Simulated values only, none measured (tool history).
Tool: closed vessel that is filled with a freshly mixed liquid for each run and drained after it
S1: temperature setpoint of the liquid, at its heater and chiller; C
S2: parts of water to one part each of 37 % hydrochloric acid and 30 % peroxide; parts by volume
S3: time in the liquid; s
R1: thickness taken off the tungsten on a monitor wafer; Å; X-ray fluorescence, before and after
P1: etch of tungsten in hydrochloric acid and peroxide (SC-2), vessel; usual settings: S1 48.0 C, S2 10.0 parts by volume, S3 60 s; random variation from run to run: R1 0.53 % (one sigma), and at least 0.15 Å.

run 1 hour=5.2 | S1=48.0 S2=10.0 S3=60 | R1=81.361
run 2 hour=10.1 | S1=48.0 S2=10.0 S3=60 | R1=80.775
run 3 hour=15.4 | S1=48.0 S2=10.0 S3=60 | R1=82.120
run 4 hour=18.8 | S1=48.0 S2=10.0 S3=60 | R1=81.373
run 5 hour=21.9 | S1=35.0 S2=10.0 S3=60 | R1=32.833
run 6 hour=25.1 | S1=60.5 S2=10.0 S3=60 | R1=185.260
run 7 hour=29.1 | S1=48.0 S2=10.0 S3=60 | R1=81.552
-- hour=30.0 thermometer replaced
run 8 hour=32.0 | S1=48.0 S2=4.0 S3=60 | R1=164.230
run 9 hour=36.3 | S1=56.5 S2=15.5 S3=60 | R1=98.015
run 10 hour=39.1 | S1=48.0 S2=16.0 S3=60 | R1=54.328
run 11 hour=42.5 | S1=48.0 S2=10.0 S3=60 | R1=81.810
run 12 hour=46.6 | S1=48.0 S2=10.0 S3=110 | R1=149.360
run 13 hour=49.5 | S1=48.0 S2=10.0 S3=30 | R1=40.827
run 14 hour=52.4 | S1=48.0 S2=10.0 S3=60 | R1=82.257
run 15 hour=56.9 | S1=48.0 S2=10.0 S3=60 | R1=77.953
run 16 hour=59.9 | S1=48.0 S2=10.0 S3=60 | R1=76.690
run 17 hour=63.8 | S1=48.0 S2=10.0 S3=60 | R1=74.746
run 18 hour=68.6 | S1=48.0 S2=10.0 S3=60 | R1=74.626
-- hour=69.1 new drum of peroxide connected
run 19 hour=71.3 | S1=48.0 S2=10.0 S3=60 | R1=74.307
run 20 hour=75.9 | S1=48.0 S2=10.0 S3=60 | R1=74.426
run 21 hour=79.2 | S1=48.0 S2=10.0 S3=60 | R1=74.871

What P1 gives has crept away from where it was. These 2 causes fit the log equally well, each at the size given:
A: liquid colder than its thermometer reads (K) = 1.48
B: chemicals flow below the setpoint (%) = 11.2
The creep began at about hour 52.4.
Why every other cause is out:
peroxide weaker than its label (%): serviced at hour 69.1, which brought nothing back

4 check runs are offered, each on 3 wafers whose results are averaged, their results left as question marks. Which one tells the causes apart?
run check 1 hour=82.5 | S1=58.5 S2=10.0 S3=60 | R1=?
run check 2 hour=82.5 | S1=40.5 S2=4.0 S3=60 | R1=?
run check 3 hour=82.5 | S1=48.0 S2=7.0 S3=35 | R1=?
run check 4 hour=82.5 | S1=57.0 S2=5.5 S3=60 | R1=?

What each check would give under each cause:
check=check_1 result=R1 if_A=147.580 if_B=146.720
check=check_2 result=R1 if_A=87.491 if_B=89.655
check=check_3 result=R1 if_A=57.419 if_B=57.810
check=check_4 result=R1 if_A=214.460 if_B=215.850
How far apart the two closest causes lie, in the result that separates them most: check 1 0.58 %; check 2 2.44 %; check 3 0.68 %; check 4 0.65 %
Only check 2 tells the causes apart: in the others they would give nearly the same result.

Then check 2 was run and gave: R1 90.159 Å. Which cause is it?

It is B: chemicals flow below the setpoint (%).
